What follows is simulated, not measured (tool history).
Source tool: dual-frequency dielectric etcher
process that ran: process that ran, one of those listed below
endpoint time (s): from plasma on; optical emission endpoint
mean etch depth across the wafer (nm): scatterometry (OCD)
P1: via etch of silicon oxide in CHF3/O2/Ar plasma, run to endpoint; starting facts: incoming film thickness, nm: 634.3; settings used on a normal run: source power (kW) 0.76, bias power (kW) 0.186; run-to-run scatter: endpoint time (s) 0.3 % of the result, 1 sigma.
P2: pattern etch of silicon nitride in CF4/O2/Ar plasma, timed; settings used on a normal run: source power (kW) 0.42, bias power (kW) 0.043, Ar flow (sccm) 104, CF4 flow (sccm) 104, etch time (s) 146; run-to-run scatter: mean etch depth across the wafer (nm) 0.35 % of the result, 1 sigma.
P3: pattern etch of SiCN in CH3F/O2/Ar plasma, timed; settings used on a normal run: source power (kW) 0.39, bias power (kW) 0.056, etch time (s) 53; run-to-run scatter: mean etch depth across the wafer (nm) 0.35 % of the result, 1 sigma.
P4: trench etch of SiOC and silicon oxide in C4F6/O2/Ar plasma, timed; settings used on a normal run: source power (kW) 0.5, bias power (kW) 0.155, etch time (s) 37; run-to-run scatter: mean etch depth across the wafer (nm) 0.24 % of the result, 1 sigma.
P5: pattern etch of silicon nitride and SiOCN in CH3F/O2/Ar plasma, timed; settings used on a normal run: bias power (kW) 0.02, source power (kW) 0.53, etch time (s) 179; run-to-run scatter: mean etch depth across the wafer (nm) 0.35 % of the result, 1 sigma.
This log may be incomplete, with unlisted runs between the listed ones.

| run | hour | process that ran | source power (kW) | bias power (kW) | etch time (s) | Ar flow (sccm) | CF4 flow (sccm) | hours since the last wet clean | hours since the last source power generator calibration | hours since the last bias power generator calibration | endpoint time (s) | mean etch depth across the wafer (nm) |
|---|---|---|---|---|---|---|---|---|---|---|---|---|
| 1 | 7.5 | P1 | 0.76 | 0.186 |  |  |  | 192.8 | 690.1 | 2932.3 | 280.8 |  |
| 2 | 11.1 | P1 | 0.76 | 0.186 |  |  |  | 196.4 | 693.7 | 2935.9 | 280.53 |  |
| 3 | 16.7 | P1 | 0.92 | 0.186 |  |  |  | 202 | 699.3 | 2941.5 | 261.08 |  |
| 4 | 20.5 | P5 | 0.44 | 0.02 | 179 |  |  | 205.8 | 703.1 | 2945.3 |  | 24.21 |
| 5 | 25.6 | P2 | 0.42 | 0.043 | 146 | 104 | 104 | 210.9 | 708.2 | 2950.4 |  | 216.8 |
| 6 | 31.1 | P2 | 0.42 | 0.043 | 104 | 104 | 104 | 216.4 | 713.7 | 2955.9 |  | 154.29 |
| 7 | 36.8 | P4 | 0.36 | 0.155 | 37 |  |  | 222.1 | 719.4 | 2961.6 |  | 68.354 |
| 8 | 44.4 | P5 | 0.53 | 0.02 | 179 |  |  | 229.7 | 727 | 2969.2 |  | 26.027 |
| 9 | 48.3 | P1 | 0.76 | 0.149 |  |  |  | 233.6 | 730.9 | 2973.1 | 301.95 |  |
| 10 | 53.3 | P1 | 0.76 | 0.186 |  |  |  | 238.6 | 735.9 | 2978.1 | 282.03 |  |
| 11 | 58.9 | P1 | 0.76 | 0.186 |  |  |  | 244.2 | 741.5 | 2983.7 | 281.12 |  |
| 12 | 65.4 | P1 | 0.57 | 0.186 |  |  |  | 250.7 | 748 | 2990.2 | 313.45 |  |
| 13 | 70.6 | P4 | 0.5 | 0.155 | 37 |  |  | 255.9 | 753.2 | 2995.4 |  | 77.563 |
| 14 | 77.4 | P3 | 0.39 | 0.044 | 53 |  |  | 262.7 | 760 | 3002.2 |  | 16.744 |
| 15 | 81.7 | P2 | 0.42 | 0.043 | 146 | 80 | 104 | 267 | 764.3 | 3006.5 |  | 223.49 |
| 16 | 85.1 | P5 | 0.53 | 0.02 | 179 |  |  | 270.4 | 767.7 | 3009.9 |  | 26.075 |
| 17 | 89.4 | P5 | 0.53 | 0.012 | 179 |  |  | 274.7 | 772 | 3014.2 |  | 21.167 |
| 18 | 94.3 | P2 | 0.42 | 0.043 | 146 | 104 | 135 | 279.6 | 776.9 | 3019.1 |  | 221.47 |
| 19 | 99.4 | P2 | 0.25 | 0.043 | 146 | 104 | 104 | 284.7 | 782 | 3024.2 |  | 138.5 |
| 20 | 104.1 | P2 | 0.42 | 0.043 | 146 | 104 | 104 | 289.4 | 786.7 | 3028.9 |  | 215.15 |
| 21 | 109 | P3 | 0.22 | 0.056 | 53 |  |  | 294.3 | 791.6 | 3033.8 |  | 14.664 |
| 22 | 116.3 | P5 | 0.53 | 0.02 | 98.5 |  |  | 301.6 | 798.9 | 3041.1 |  | 14.293 |
| 23 | 121.9 | P1 | 0.76 | 0.186 |  |  |  | 307.2 | 804.5 | 3046.7 | 281.81 |  |
| 24 | 125.8 | P4 | 0.5 | 0.155 | 55 |  |  | 311.1 | 808.4 | 3050.6 |  | 115.7 |
| 25 | 131.9 | P3 | 0.39 | 0.056 | 53 |  |  | 317.2 | 814.5 | 3056.7 |  | 18.212 |

Predict the results of run 26:
| 26 | 138.3 | P1 | 0.97 | 0.225 |  |  |  | 323.6 | 820.9 | 3063.1 | ? |  |

endpoint time (s): 239.74

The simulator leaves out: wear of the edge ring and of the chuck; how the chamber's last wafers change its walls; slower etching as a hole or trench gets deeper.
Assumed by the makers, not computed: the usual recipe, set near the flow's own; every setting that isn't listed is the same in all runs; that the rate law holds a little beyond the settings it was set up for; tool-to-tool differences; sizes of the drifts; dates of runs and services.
